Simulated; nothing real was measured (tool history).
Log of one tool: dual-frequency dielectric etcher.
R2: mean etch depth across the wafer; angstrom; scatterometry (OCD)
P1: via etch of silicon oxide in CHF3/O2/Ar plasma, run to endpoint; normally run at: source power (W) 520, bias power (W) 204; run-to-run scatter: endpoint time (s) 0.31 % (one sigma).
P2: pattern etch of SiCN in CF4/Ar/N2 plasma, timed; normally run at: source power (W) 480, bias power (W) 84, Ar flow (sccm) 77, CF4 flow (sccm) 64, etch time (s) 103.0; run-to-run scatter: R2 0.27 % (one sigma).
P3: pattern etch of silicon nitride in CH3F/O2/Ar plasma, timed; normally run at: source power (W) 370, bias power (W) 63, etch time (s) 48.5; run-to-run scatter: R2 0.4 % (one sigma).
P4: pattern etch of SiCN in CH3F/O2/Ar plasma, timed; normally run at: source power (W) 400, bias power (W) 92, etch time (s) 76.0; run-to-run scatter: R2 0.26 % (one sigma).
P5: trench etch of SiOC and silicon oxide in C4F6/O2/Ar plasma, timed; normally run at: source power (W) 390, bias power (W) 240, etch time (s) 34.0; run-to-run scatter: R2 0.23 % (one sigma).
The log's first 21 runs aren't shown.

run 22 hour=99.2 | process_that_ran=P5 source_power_(W)=390 bias_power_(W)=240 etch_time_(s)=25.0 | R2=538.94
run 23 hour=101.9 | process_that_ran=P5 source_power_(W)=390 bias_power_(W)=240 etch_time_(s)=34.0 | R2=736.38
run 24 hour=107.8 | process_that_ran=P3 source_power_(W)=240 bias_power_(W)=63 etch_time_(s)=48.5 | R2=264.23
run 25 hour=110.9 | process_that_ran=P4 source_power_(W)=520 bias_power_(W)=92 etch_time_(s)=76.0 | R2=345.20
run 26 hour=116.6 | process_that_ran=P2 source_power_(W)=480 bias_power_(W)=84 etch_time_(s)=155.0 Ar_flow_(sccm)=77 CF4_flow_(sccm)=64 | R2=1527.30
run 27 hour=119.9 | process_that_ran=P1 source_power_(W)=520 bias_power_(W)=204 | endpoint_time_(s)=387.88
run 28 hour=123.3 | process_that_ran=P1 source_power_(W)=520 bias_power_(W)=204 | endpoint_time_(s)=387.18
run 29 hour=127.1 | process_that_ran=P1 source_power_(W)=630 bias_power_(W)=204 | endpoint_time_(s)=361.20
run 30 hour=129.9 | process_that_ran=P4 source_power_(W)=400 bias_power_(W)=92 etch_time_(s)=42.0 | R2=172.47

Run 31 comes next. What will it give?
run 31 hour=135.3 | process_that_ran=P1 source_power_(W)=520 bias_power_(W)=135 | endpoint_time_(s)=?

{"run 31": {"endpoint time (s)": 443.15}}
